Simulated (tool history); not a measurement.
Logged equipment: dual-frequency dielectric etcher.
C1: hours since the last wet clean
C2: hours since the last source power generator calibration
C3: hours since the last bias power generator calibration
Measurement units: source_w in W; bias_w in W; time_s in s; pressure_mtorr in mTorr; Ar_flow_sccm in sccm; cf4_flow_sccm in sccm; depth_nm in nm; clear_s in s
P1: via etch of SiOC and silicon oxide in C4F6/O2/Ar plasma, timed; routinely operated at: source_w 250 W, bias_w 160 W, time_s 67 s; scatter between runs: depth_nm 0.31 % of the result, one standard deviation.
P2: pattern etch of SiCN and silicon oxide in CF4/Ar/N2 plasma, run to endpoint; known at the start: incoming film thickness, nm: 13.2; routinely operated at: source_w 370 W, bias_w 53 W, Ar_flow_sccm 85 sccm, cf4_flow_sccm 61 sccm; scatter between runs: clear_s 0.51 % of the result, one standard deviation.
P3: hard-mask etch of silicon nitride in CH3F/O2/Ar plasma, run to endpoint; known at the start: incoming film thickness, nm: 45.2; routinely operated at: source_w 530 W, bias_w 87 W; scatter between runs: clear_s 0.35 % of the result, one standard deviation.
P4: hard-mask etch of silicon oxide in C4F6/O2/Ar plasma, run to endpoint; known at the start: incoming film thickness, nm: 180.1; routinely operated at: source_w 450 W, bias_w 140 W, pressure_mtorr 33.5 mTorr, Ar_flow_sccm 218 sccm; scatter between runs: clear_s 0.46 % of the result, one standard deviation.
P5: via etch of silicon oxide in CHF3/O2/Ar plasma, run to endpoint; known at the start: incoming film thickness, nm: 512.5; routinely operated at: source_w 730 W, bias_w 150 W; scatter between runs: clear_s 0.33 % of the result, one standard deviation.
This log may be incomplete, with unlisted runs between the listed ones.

Run 1, hour 6.6: process P1, source_w 250 W, bias_w 160 W, time_s 67 s; C1 454.9; C2 2061.2; C3 1683.3. Result: depth_nm 61.218 nm.
Run 2, hour 15.3: process P5, source_w 730 W, bias_w 88 W; C1 463.6; C2 2069.9; C3 1692. Result: clear_s 300.2 s.
Run 3, hour 25.1: process P4, source_w 450 W, bias_w 176 W, pressure_mtorr 33.5 mTorr, Ar_flow_sccm 218 sccm; C1 473.4; C2 2079.7; C3 1701.8. Result: clear_s 54.467 s.
Run 4, hour 33.7: process P3, source_w 530 W, bias_w 56 W; C1 482; C2 2088.3; C3 1710.4. Result: clear_s 62.744 s.
Run 5, hour 43.6: process P2, source_w 370 W, bias_w 53 W, Ar_flow_sccm 85 sccm, cf4_flow_sccm 72 sccm; C1 491.9; C2 2098.2; C3 1720.3. Result: clear_s 18.863 s.
Run 6, hour 50.2: process P5, source_w 730 W, bias_w 150 W; C1 498.5; C2 2104.8; C3 1726.9. Result: clear_s 256.48 s.
Run 7, hour 56.4: process P1, source_w 250 W, bias_w 160 W, time_s 67 s; C1 504.7; C2 2111; C3 1733.1. Result: depth_nm 60.815 nm.
Run 8, hour 62.6: process P2, source_w 280 W, bias_w 53 W, Ar_flow_sccm 85 sccm, cf4_flow_sccm 61 sccm; C1 510.9; C2 2117.2; C3 1739.3. Result: clear_s 25.01 s.
Run 9, hour 70.8: process P5, source_w 730 W, bias_w 150 W; C1 519.1; C2 2125.4; C3 1747.5. Result: clear_s 255.68 s.
Run 10, hour 76: process P1, source_w 300 W, bias_w 160 W, time_s 67 s; C1 524.3; C2 2130.6; C3 1752.7. Result: depth_nm 65.645 nm.
Run 11, hour 82.9: process P2, source_w 370 W, bias_w 53 W, Ar_flow_sccm 85 sccm, cf4_flow_sccm 61 sccm; C1 531.2; C2 2137.5; C3 1759.6. Result: clear_s 19.343 s.
Run 12, hour 88.6: process P2, source_w 370 W, bias_w 53 W, Ar_flow_sccm 85 sccm, cf4_flow_sccm 61 sccm; C1 536.9; C2 2143.2; C3 1765.3. Result: clear_s 19.418 s.
Run 13, hour 92.9: process P1, source_w 250 W, bias_w 160 W, time_s 67 s; C1 541.2; C2 2147.5; C3 1769.6. Result: depth_nm 61.286 nm.
Run 14, hour 102.5: process P1, source_w 200 W, bias_w 160 W, time_s 93.5 s; C1 550.8; C2 2157.1; C3 1779.2. Result: depth_nm 78.015 nm.
Run 15, hour 110.4: process P5, source_w 480 W, bias_w 150 W; C1 558.7; C2 2165; C3 1787.1. Result: clear_s 301.6 s.
At hour 114.8: bias power generator calibrated.
Run 16, hour 115.6: process P4, source_w 450 W, bias_w 140 W, pressure_mtorr 25.5 mTorr, Ar_flow_sccm 218 sccm; C1 563.9; C2 2170.2; C3 0.8. Result: clear_s 56.287 s.
Run 17, hour 125.1: process P1, source_w 310 W, bias_w 111 W, time_s 67 s; C1 573.4; C2 2179.7; C3 10.3. Result: depth_nm 59.52 nm.
Run 18, hour 132.2: process P1, source_w 250 W, bias_w 160 W, time_s 67 s; C1 580.5; C2 2186.8; C3 17.4. Result: depth_nm 60.793 nm.
Run 19, hour 137: process P4, source_w 290 W, bias_w 140 W, pressure_mtorr 33.5 mTorr, Ar_flow_sccm 218 sccm; C1 585.3; C2 2191.6; C3 22.2. Result: clear_s 69.091 s.
Run 20, hour 146.3: process P3, source_w 530 W, bias_w 87 W; C1 594.6; C2 2200.9; C3 31.5. Result: clear_s 54.282 s.
Run 21, hour 151.1: process P1, source_w 340 W, bias_w 160 W, time_s 37 s; C1 599.4; C2 2205.7; C3 36.3. Result: depth_nm 37.999 nm.
Run 22, hour 159: process P4, source_w 450 W, bias_w 140 W, pressure_mtorr 33.5 mTorr, Ar_flow_sccm 218 sccm; C1 607.3; C2 2213.6; C3 44.2. Result: clear_s 57.93 s.
Run 23, hour 164.3: process P3, source_w 660 W, bias_w 87 W; C1 612.6; C2 2218.9; C3 49.5. Result: clear_s 50.114 s.
Run 24, hour 171.2: process P1, source_w 250 W, bias_w 160 W, time_s 40.5 s; C1 619.5; C2 2225.8; C3 56.4. Result: depth_nm 36.768 nm.
Run 25, hour 178.3: process P1, source_w 250 W, bias_w 160 W, time_s 84.5 s; C1 626.6; C2 2232.9; C3 63.5. Result: depth_nm 77.207 nm.
Run 26, hour 184.9: process P4, source_w 450 W, bias_w 140 W, pressure_mtorr 33.5 mTorr, Ar_flow_sccm 158 sccm; C1 633.2; C2 2239.5; C3 70.1. Result: clear_s 56.338 s.
Run 27, hour 189.2: process P1, source_w 250 W, bias_w 126 W, time_s 67 s; C1 637.5; C2 2243.8; C3 74.4. Result: depth_nm 56.643 nm.
Run 28, hour 194.7: process P2, source_w 370 W, bias_w 74 W, Ar_flow_sccm 85 sccm, cf4_flow_sccm 61 sccm; C1 643; C2 2249.3; C3 79.9. Result: clear_s 17.403 s.
Run 29, hour 201.7: process P1, source_w 180 W, bias_w 160 W, time_s 67 s; C1 650; C2 2256.3; C3 86.9. Result: depth_nm 53.815 nm.
Run 30, hour 211.7: process P2, source_w 370 W, bias_w 53 W, Ar_flow_sccm 56 sccm, cf4_flow_sccm 61 sccm; C1 660; C2 2266.3; C3 96.9. Result: clear_s 18.351 s.
Run 31, hour 217.3: process P1, source_w 250 W, bias_w 203 W, time_s 67 s; C1 665.6; C2 2271.9; C3 102.5. Result: depth_nm 66.523 nm.
Run 32, hour 226.2: process P1, source_w 250 W, bias_w 160 W, time_s 67 s; C1 674.5; C2 2280.8; C3 111.4. Result: depth_nm 61.007 nm.
Run 33, hour 235: process P1, source_w 250 W, bias_w 160 W, time_s 67 s; C1 683.3; C2 2289.6; C3 120.2. Result: depth_nm 60.39 nm.
Run 34, hour 244.1: process P1, source_w 250 W, bias_w 160 W, time_s 67 s; C1 692.4; C2 2298.7; C3 129.3. Result: depth_nm 60.209 nm.
At hour 245.4: wet clean of the chamber.
Run 35, hour 253.3: process P1, source_w 250 W, bias_w 160 W, time_s 67 s; C1 8; C2 2307.9; C3 138.5. Result: depth_nm 59.96 nm.
Run 36, hour 259.2: process P1, source_w 250 W, bias_w 160 W, time_s 67 s; C1 13.9; C2 2313.8; C3 144.4. Result: depth_nm 60.506 nm.
Run 37, hour 265.9: process P1, source_w 250 W, bias_w 160 W, time_s 67 s; C1 20.6; C2 2320.5; C3 151.1. Result: depth_nm 60.175 nm.
Run 38, hour 272.3: process P1, source_w 250 W, bias_w 160 W, time_s 67 s; C1 27; C2 2326.9; C3 157.5. Result: depth_nm 60.332 nm.
Run 39, hour 278.4: process P1, source_w 250 W, bias_w 160 W, time_s 67 s; C1 33.1; C2 2333; C3 163.6. Result: depth_nm 60.184 nm.

Compared with where it was, what P1 gives has crept away. Each cause listed below fits the log as well as the rest, at the size given for it:
A: bias power that arrives under what is set, % = 4.63
B: source power that arrives under what is set, % = 3.89
The process output started creeping at around hour 226.2.
All other causes, with the reason each is excluded:
chamber walls in a state that lowers the etch rate, %: its service at hour 245.4 followed the start of the drift and did not put the process back to its old value

You are offered 4 check runs, listed below with question marks in place of their results; each one averages 3 wafers. Which run separates the listed causes by giving clearly different results for each?
Run check 1, hour 284.5: process P2, source_w 370 W, bias_w 53 W, Ar_flow_sccm 60 sccm, cf4_flow_sccm 61 sccm. Result: clear_s ?.
Run check 2, hour 284.5: process P3, source_w 650 W, bias_w 87 W. Result: clear_s ?.
Run check 3, hour 284.5: process P5, source_w 600 W, bias_w 91 W. Result: clear_s ?.
Run check 4, hour 284.5: process P4, source_w 290 W, bias_w 140 W, pressure_mtorr 33.5 mTorr, Ar_flow_sccm 218 sccm. Result: clear_s ?.

Predicted outcomes, by check and by cause:
  check   result    if A    if B
check 1  clear_s  18.774  19.177
check 2  clear_s  50.877  50.816
check 3  clear_s  326.82   327.6
check 4  clear_s  70.365  70.446
Smallest distance between any two causes, each pair judged by its most separating result, in per cent: check 1 2.13 %; check 2 0.12 %; check 3 0.24 %; check 4 0.11 %
Check 1 tells the causes apart: in the others they would give nearly the same result.

Then check 1 was run and gave: clear_s 18.707 s. Which cause is it?

The cause is A: bias power that arrives under what is set, %.
